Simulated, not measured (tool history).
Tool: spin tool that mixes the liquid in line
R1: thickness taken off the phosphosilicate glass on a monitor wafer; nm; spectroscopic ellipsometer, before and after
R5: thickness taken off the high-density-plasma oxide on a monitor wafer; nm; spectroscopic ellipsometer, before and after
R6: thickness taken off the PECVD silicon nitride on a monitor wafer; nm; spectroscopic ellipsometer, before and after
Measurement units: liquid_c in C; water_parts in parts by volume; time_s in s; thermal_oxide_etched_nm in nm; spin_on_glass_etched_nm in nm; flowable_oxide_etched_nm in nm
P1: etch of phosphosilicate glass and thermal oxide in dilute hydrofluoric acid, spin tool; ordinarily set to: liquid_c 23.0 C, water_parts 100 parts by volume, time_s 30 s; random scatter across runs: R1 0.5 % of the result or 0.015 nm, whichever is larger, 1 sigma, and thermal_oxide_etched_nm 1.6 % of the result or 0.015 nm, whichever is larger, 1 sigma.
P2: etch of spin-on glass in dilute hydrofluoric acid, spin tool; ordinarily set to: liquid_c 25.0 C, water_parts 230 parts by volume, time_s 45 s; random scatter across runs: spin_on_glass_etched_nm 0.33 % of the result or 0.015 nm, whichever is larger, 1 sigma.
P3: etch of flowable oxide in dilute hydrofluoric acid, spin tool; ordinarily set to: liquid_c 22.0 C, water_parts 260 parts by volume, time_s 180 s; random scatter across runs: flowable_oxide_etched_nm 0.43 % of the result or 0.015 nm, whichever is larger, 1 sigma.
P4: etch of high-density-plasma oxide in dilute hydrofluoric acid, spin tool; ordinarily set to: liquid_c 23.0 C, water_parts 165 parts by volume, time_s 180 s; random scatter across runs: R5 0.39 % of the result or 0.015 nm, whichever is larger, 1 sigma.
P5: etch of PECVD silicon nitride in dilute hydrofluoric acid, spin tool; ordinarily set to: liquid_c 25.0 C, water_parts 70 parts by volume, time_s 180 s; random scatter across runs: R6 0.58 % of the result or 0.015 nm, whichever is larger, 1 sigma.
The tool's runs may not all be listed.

run 1 hour=11.4 | process=P1 liquid_c=23.0 water_parts=100 time_s=30 | R1=33.808 thermal_oxide_etched_nm=1.41880
run 2 hour=23.0 | process=P1 liquid_c=23.0 water_parts=100 time_s=15 | R1=16.815 thermal_oxide_etched_nm=0.73635
run 3 hour=29.7 | process=P1 liquid_c=23.0 water_parts=165 time_s=30 | R1=19.028 thermal_oxide_etched_nm=0.77911
run 4 hour=42.0 | process=P2 liquid_c=25.0 water_parts=230 time_s=15 | spin_on_glass_etched_nm=2.0358
run 5 hour=53.5 | process=P3 liquid_c=17.0 water_parts=260 time_s=180 | flowable_oxide_etched_nm=15.438
run 6 hour=65.5 | process=P1 liquid_c=23.0 water_parts=60 time_s=30 | R1=59.117 thermal_oxide_etched_nm=2.60610
run 7 hour=77.6 | process=P2 liquid_c=31.0 water_parts=230 time_s=45 | spin_on_glass_etched_nm=7.4641
run 8 hour=86.4 | process=P1 liquid_c=23.0 water_parts=100 time_s=30 | R1=33.456 thermal_oxide_etched_nm=1.47150
run 9 hour=98.3 | process=P1 liquid_c=23.0 water_parts=25 time_s=45 | R1=222.040 thermal_oxide_etched_nm=9.97120
run 10 hour=104.9 | process=P4 liquid_c=23.0 water_parts=165 time_s=265 | R5=10.5000
run 11 hour=115.6 | process=P4 liquid_c=23.0 water_parts=165 time_s=180 | R5=7.1534
run 12 hour=123.2 | process=P5 liquid_c=18.5 water_parts=70 time_s=180 | R6=5.7098
run 13 hour=132.6 | process=P1 liquid_c=23.0 water_parts=100 time_s=30 | R1=33.650 thermal_oxide_etched_nm=1.44190
run 14 hour=138.3 | process=P4 liquid_c=23.0 water_parts=300 time_s=180 | R5=3.4183
run 15 hour=144.9 | process=P1 liquid_c=23.0 water_parts=100 time_s=30 | R1=33.596 thermal_oxide_etched_nm=1.42600
run 16 hour=154.5 | process=P3 liquid_c=22.0 water_parts=260 time_s=180 | flowable_oxide_etched_nm=18.504
run 17 hour=166.2 | process=P1 liquid_c=18.5 water_parts=100 time_s=30 | R1=27.865 thermal_oxide_etched_nm=1.18980
run 18 hour=173.3 | process=P4 liquid_c=19.0 water_parts=165 time_s=180 | R5=6.1127
run 19 hour=183.3 | process=P1 liquid_c=26.5 water_parts=100 time_s=30 | R1=38.755 thermal_oxide_etched_nm=1.69420
run 20 hour=192.8 | process=P5 liquid_c=25.0 water_parts=70 time_s=265 | R6=12.8600
run 21 hour=204.7 | process=P3 liquid_c=22.0 water_parts=65 time_s=180 | flowable_oxide_etched_nm=91.439
run 22 hour=210.8 | process=P4 liquid_c=23.0 water_parts=165 time_s=180 | R5=7.1246
run 23 hour=223.0 | process=P1 liquid_c=23.0 water_parts=100 time_s=30 | R1=33.498 thermal_oxide_etched_nm=1.42870
run 24 hour=233.0 | process=P1 liquid_c=23.0 water_parts=100 time_s=30 | R1=33.638 thermal_oxide_etched_nm=1.49130

Estimate the outcome of run 25 from the log above:
run 25 hour=238.5 | process=P2 liquid_c=25.0 water_parts=230 time_s=45 | spin_on_glass_etched_nm=?

Run 25 produced spin_on_glass_etched_nm 6.0512 nm.
